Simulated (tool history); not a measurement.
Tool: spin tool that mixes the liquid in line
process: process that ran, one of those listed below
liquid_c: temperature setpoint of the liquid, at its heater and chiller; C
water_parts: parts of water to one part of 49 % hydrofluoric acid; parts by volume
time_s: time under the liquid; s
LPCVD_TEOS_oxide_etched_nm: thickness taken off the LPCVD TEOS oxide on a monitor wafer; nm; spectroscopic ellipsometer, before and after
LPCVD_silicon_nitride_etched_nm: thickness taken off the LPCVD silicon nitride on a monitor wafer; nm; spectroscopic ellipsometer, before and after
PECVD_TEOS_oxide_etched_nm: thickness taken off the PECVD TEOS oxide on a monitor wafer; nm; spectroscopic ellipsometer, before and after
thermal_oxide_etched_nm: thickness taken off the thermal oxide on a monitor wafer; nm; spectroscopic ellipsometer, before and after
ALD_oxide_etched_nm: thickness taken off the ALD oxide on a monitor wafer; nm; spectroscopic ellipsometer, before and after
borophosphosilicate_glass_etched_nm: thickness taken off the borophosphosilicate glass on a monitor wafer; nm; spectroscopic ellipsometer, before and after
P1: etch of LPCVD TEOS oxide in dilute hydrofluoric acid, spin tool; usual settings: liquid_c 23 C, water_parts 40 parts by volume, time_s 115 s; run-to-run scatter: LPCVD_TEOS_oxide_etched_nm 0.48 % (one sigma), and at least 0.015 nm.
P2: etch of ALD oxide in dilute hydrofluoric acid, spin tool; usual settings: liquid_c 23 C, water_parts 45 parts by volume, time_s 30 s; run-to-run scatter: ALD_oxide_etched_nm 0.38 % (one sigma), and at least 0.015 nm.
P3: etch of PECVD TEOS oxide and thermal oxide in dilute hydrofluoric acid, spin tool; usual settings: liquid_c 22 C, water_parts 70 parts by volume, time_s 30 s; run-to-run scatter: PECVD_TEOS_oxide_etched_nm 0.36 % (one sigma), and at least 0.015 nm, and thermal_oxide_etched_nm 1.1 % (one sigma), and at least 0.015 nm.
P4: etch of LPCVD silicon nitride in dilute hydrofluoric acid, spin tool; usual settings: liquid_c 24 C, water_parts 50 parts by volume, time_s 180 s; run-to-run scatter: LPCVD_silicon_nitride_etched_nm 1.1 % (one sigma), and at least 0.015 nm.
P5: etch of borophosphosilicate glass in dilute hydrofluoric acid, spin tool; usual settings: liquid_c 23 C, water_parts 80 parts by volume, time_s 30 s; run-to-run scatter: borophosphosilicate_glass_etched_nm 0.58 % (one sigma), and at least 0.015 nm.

| run | day | process | liquid_c | water_parts | time_s | LPCVD_TEOS_oxide_etched_nm | LPCVD_silicon_nitride_etched_nm | PECVD_TEOS_oxide_etched_nm | thermal_oxide_etched_nm | ALD_oxide_etched_nm | borophosphosilicate_glass_etched_nm |
|---|---|---|---|---|---|---|---|---|---|---|---|
| 1 | 0.4 | P1 | 23 | 40 | 115 | 51.748 |  |  |  |  |  |
| 2 | 0.867 | P4 | 24 | 20 | 180 |  | 4.4665 |  |  |  |  |
| 3 | 1.308 | P1 | 23 | 20 | 115 | 105.09 |  |  |  |  |  |
| 4 | 1.804 | P1 | 23 | 40 | 115 | 51.134 |  |  |  |  |  |
| 5 | 2.146 | P1 | 29.5 | 40 | 115 | 67.123 |  |  |  |  |  |
| 6 | 2.604 | P1 | 18.5 | 40 | 50 | 18.471 |  |  |  |  |  |
| 7 | 2.933 | P1 | 23 | 40 | 225 | 100.62 |  |  |  |  |  |
| 8 | 3.208 | P1 | 23 | 40 | 115 | 51.267 |  |  |  |  |  |
| 9 | 3.783 | P3 | 22 | 70 | 30 |  |  | 7.9439 | 1.9379 |  |  |
| 10 | 4.262 | P4 | 32.5 | 50 | 180 |  | 3.2278 |  |  |  |  |
| 11 | 4.796 | P1 | 17.5 | 40 | 115 | 40.336 |  |  |  |  |  |
| 12 | 5.271 | P3 | 22 | 20 | 30 |  |  | 29.449 | 7.2849 |  |  |
| 13 | 5.854 | P2 | 28 | 45 | 30 |  |  |  |  | 15.037 |  |
| 14 | 6.158 | P3 | 17 | 70 | 30 |  |  | 6.3696 | 1.5755 |  |  |
| 15 | 6.746 | P5 | 17 | 80 | 30 |  |  |  |  |  | 12.812 |
| 16 | 7.333 | P1 | 23 | 55 | 225 | 71.116 |  |  |  |  |  |
| 17 | 7.9 | P1 | 23 | 40 | 115 | 51.43 |  |  |  |  |  |
| 18 | 8.221 | P2 | 23 | 30 | 30 |  |  |  |  | 18.835 |  |
| 19 | 8.562 | P5 | 23 | 80 | 30 |  |  |  |  |  | 16.381 |
| 20 | 8.925 | P2 | 23 | 45 | 30 |  |  |  |  | 12.301 |  |
| 21 | 9.288 | P1 | 23 | 40 | 115 | 51.289 |  |  |  |  |  |
| 22 | 9.783 | P1 | 23 | 40 | 65 | 28.943 |  |  |  |  |  |
| 23 | 10.067 | P3 | 22 | 70 | 15 |  |  | 3.8942 | 0.95643 |  |  |
| 24 | 10.608 | P1 | 23 | 40 | 115 | 51.835 |  |  |  |  |  |
| 25 | 11.117 | P5 | 23 | 25 | 30 |  |  |  |  |  | 55.847 |
| 26 | 11.5 | P2 | 23 | 45 | 30 |  |  |  |  | 12.321 |  |
| 27 | 11.921 | P1 | 19.5 | 55 | 115 | 31.56 |  |  |  |  |  |
| 28 | 12.246 | P4 | 24 | 50 | 180 |  | 1.8571 |  |  |  |  |
| 29 | 12.704 | P5 | 23 | 80 | 55 |  |  |  |  |  | 30.241 |
| 30 | 13.283 | P1 | 23 | 55 | 115 | 36.754 |  |  |  |  |  |
| 31 | 13.896 | P2 | 23 | 45 | 15 |  |  |  |  | 6.1406 |  |
| 32 | 14.242 | P4 | 24 | 50 | 290 |  | 2.9629 |  |  |  |  |
| 33 | 14.838 | P1 | 23 | 40 | 115 | 51.077 |  |  |  |  |  |
| 34 | 15.238 | P1 | 23 | 40 | 115 | 52.141 |  |  |  |  |  |
| 35 | 15.846 | P1 | 23 | 40 | 115 | 53.73 |  |  |  |  |  |
| 36 | 16.142 | P1 | 23 | 40 | 115 | 54.232 |  |  |  |  |  |
| 37 | 16.571 | P1 | 23 | 40 | 115 | 54.157 |  |  |  |  |  |
| 38 | 17.108 | P1 | 23 | 40 | 115 | 54.985 |  |  |  |  |  |
| 39 | 17.508 | P1 | 23 | 40 | 115 | 55.082 |  |  |  |  |  |
| 40 | 17.933 | P1 | 23 | 40 | 115 | 54.807 |  |  |  |  |  |
| 41 | 18.538 | P1 | 23 | 40 | 115 | 55.186 |  |  |  |  |  |
| 42 | 18.883 | P1 | 23 | 40 | 115 | 55.019 |  |  |  |  |  |
| 43 | 19.283 | P1 | 23 | 40 | 115 | 55.287 |  |  |  |  |  |
| 44 | 19.562 | P1 | 23 | 40 | 115 | 55.253 |  |  |  |  |  |

What P1 gives has crept away from where it was. These 2 causes fit the log equally well, each at the size given:
A: liquid hotter than its thermometer reads (K) = 1.79
B: hydrofluoric acid flow above the setpoint (%) = 7.31
The creep began at about day 14.838.

4 check runs are offered, each on 5 wafers whose results are averaged, their results left as question marks. Which one tells the causes apart?
| check 1 | 19.842 | P2 | 23 | 45 | 30 |  |  |  |  | ? |  |
| check 2 | 19.842 | P3 | 22 | 70 | 30 |  |  | ? | ? |  |  |
| check 3 | 19.842 | P5 | 23 | 80 | 30 |  |  |  |  |  | ? |
| check 4 | 19.842 | P4 | 24 | 50 | 180 |  | ? |  |  |  |  |

What each check would give under each cause:
| check | result | if A | if B |
|---|---|---|---|
| check 1 | ALD_oxide_etched_nm | 13.226 | 13.234 |
| check 2 | PECVD_TEOS_oxide_etched_nm | 8.4671 | 8.4947 |
| check 2 | thermal_oxide_etched_nm | 2.0715 | 2.0782 |
| check 3 | borophosphosilicate_glass_etched_nm | 17.602 | 17.696 |
| check 4 | LPCVD_silicon_nitride_etched_nm | 2.1016 | 1.9975 |
How far apart the two closest causes lie, in the result that separates them most: check 1 0.06 %; check 2 0.33 %; check 3 0.53 %; check 4 5.08 %
Check 4 tells the causes apart: in the others they would give nearly the same result.

Check 4 was then run and gave: LPCVD_silicon_nitride_etched_nm 2.1075 nm. Which cause is it?

It is A: liquid hotter than its thermometer reads (K).

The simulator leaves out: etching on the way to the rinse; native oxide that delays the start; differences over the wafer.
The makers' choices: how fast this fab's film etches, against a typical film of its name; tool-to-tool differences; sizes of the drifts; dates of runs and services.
